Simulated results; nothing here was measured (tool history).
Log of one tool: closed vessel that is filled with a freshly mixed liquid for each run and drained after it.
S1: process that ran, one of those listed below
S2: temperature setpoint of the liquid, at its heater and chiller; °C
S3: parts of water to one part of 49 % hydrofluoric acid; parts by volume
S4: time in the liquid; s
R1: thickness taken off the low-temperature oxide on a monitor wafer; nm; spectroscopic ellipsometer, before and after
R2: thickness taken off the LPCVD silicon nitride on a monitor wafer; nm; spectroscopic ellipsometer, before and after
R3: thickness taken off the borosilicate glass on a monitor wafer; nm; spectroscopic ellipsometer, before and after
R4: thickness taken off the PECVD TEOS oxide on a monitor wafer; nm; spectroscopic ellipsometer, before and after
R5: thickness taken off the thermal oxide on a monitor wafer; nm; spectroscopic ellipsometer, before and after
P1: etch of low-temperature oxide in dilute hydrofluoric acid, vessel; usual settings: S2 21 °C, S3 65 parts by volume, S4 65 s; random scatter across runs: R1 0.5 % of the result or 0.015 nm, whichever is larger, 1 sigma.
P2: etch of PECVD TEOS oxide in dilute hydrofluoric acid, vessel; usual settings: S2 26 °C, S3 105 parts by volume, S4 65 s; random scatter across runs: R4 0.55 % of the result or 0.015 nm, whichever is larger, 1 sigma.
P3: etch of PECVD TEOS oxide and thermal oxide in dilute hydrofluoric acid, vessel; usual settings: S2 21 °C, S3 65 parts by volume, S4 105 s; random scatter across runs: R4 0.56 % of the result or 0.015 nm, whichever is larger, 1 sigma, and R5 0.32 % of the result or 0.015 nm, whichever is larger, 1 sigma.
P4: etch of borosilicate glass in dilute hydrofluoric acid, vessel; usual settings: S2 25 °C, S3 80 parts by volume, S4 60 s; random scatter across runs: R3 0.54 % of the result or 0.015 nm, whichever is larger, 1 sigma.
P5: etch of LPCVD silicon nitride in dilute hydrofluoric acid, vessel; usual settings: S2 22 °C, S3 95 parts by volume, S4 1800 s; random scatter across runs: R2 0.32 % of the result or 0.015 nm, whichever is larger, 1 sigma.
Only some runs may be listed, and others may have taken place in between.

| run | hour | S1 | S2 | S3 | S4 | R1 | R2 | R3 | R4 | R5 |
|---|---|---|---|---|---|---|---|---|---|---|
| 1 | 6.8 | P1 | 21 | 65 | 65 | 9.9403 |  |  |  |  |
| 2 | 13 | P5 | 22 | 95 | 3400 |  | 16.862 |  |  |  |
| 3 | 21.5 | P5 | 17 | 95 | 1800 |  | 6.3862 |  |  |  |
| 4 | 26.7 | P4 | 25 | 80 | 60 |  |  | 44.791 |  |  |
| 5 | 34.1 | P4 | 25 | 80 | 30 |  |  | 22.449 |  |  |
| 6 | 41.1 | P1 | 21 | 65 | 30 | 4.5443 |  |  |  |  |
| 7 | 45.4 | P4 | 25 | 80 | 60 |  |  | 45.23 |  |  |
| 8 | 53.7 | P3 | 17 | 65 | 105 |  |  |  | 20.734 | 5.7606 |
| 9 | 61.7 | P1 | 21 | 65 | 95 | 14.5 |  |  |  |  |
| 10 | 66 | P1 | 21 | 65 | 65 | 9.9582 |  |  |  |  |
| 11 | 75.1 | P1 | 17 | 25 | 65 | 22.728 |  |  |  |  |
| 12 | 79.4 | P1 | 24.5 | 65 | 35 | 6.2039 |  |  |  |  |
| 13 | 84.5 | P5 | 22 | 95 | 1800 |  | 8.9908 |  |  |  |
| 14 | 92.1 | P1 | 21 | 65 | 65 | 10.003 |  |  |  |  |
| 15 | 98.6 | P4 | 25 | 25 | 60 |  |  | 154.43 |  |  |
| 16 | 104.2 | P1 | 21 | 65 | 65 | 9.9242 |  |  |  |  |
| 17 | 109.2 | P1 | 21 | 40 | 65 | 16.58 |  |  |  |  |
| 18 | 118.5 | P5 | 22 | 20 | 1800 |  | 40.908 |  |  |  |
| 19 | 125.1 | P2 | 26 | 170 | 65 |  |  |  | 3.3338 |  |
| 20 | 132.7 | P3 | 21 | 25 | 105 |  |  |  | 66.418 | 18.736 |
| 21 | 141.5 | P3 | 21 | 65 | 160 |  |  |  | 37.243 | 10.41 |
| 22 | 147.8 | P4 | 19 | 80 | 60 |  |  | 34.847 |  |  |
| 23 | 157.3 | P1 | 21 | 115 | 65 | 5.3243 |  |  |  |  |
| 24 | 166.1 | P2 | 26 | 105 | 65 |  |  |  | 5.8459 |  |
| 25 | 172.2 | P1 | 17 | 65 | 65 | 8.378 |  |  |  |  |
| 26 | 177.3 | P3 | 21 | 65 | 105 |  |  |  | 24.268 | 6.85 |
| 27 | 185.2 | P1 | 17 | 65 | 95 | 12.151 |  |  |  |  |
| 28 | 191.1 | P1 | 21 | 65 | 65 | 9.9306 |  |  |  |  |
| 29 | 200.7 | P2 | 34 | 105 | 65 |  |  |  | 7.7134 |  |
| 30 | 206.7 | P3 | 21 | 65 | 105 |  |  |  | 24.593 | 6.8402 |
| 31 | 214.8 | P2 | 26 | 105 | 30 |  |  |  | 2.6291 |  |
| 32 | 221.1 | P1 | 26 | 65 | 65 | 12.125 |  |  |  |  |
| 33 | 227.5 | P1 | 21 | 65 | 65 | 10.055 |  |  |  |  |
| 34 | 236.1 | P1 | 21 | 65 | 65 | 9.6642 |  |  |  |  |
| 35 | 245.3 | P1 | 21 | 65 | 65 | 9.4802 |  |  |  |  |
| 36 | 252.9 | P1 | 21 | 65 | 65 | 9.3965 |  |  |  |  |
| 37 | 262.3 | P1 | 21 | 65 | 65 | 9.2468 |  |  |  |  |
| 38 | 270.6 | P1 | 21 | 65 | 65 | 9.3454 |  |  |  |  |
| 39 | 280.2 | P1 | 21 | 65 | 65 | 9.3461 |  |  |  |  |
| 40 | 287.9 | P1 | 21 | 65 | 65 | 9.3651 |  |  |  |  |

The output of P1 has drifted from where it used to be. Each of the 2 causes below, taken at the size shown beside it, accounts for the log equally well:
A: liquid colder than its thermometer reads (K) = 1.51
B: hydrofluoric acid flow below the setpoint (%) = 5.68
The creep began at about hour 227.5.

Consider the 4 single-wafer check runs listed below, results given as question marks: which one distinguishes between the causes by giving clearly different results for each?
| check 1 | 295.6 | P5 | 17 | 95 | 1800 |  | ? |  |  |  |
| check 2 | 295.6 | P2 | 32.5 | 105 | 40 |  |  |  | ? |  |
| check 3 | 295.6 | P3 | 17 | 65 | 105 |  |  |  | ? | ? |
| check 4 | 295.6 | P4 | 25 | 30 | 30 |  |  | ? |  |  |

How each check would come out, cause by cause:
| check | result | if A | if B |
|---|---|---|---|
| check 1 | R2 | 5.7407 | 6.0322 |
| check 2 | R4 | 4.2924 | 4.2398 |
| check 3 | R4 | 19.377 | 19.43 |
| check 3 | R5 | 5.4054 | 5.4204 |
| check 4 | R3 | 60.066 | 60.186 |
Gap, in per cent, between the two causes that each check separates least, read from the result that separates them most: check 1 4.95 %; check 2 1.23 %; check 3 0.28 %; check 4 0.2 %
Check 1 is the one run that separates the causes; every other check would come out nearly the same whichever cause is at work.

Check 1 has now been run. It gave: R2 6.0339 nm. Which of the candidate causes is it?

The correct cause is B, namely: hydrofluoric acid flow below the setpoint (%).
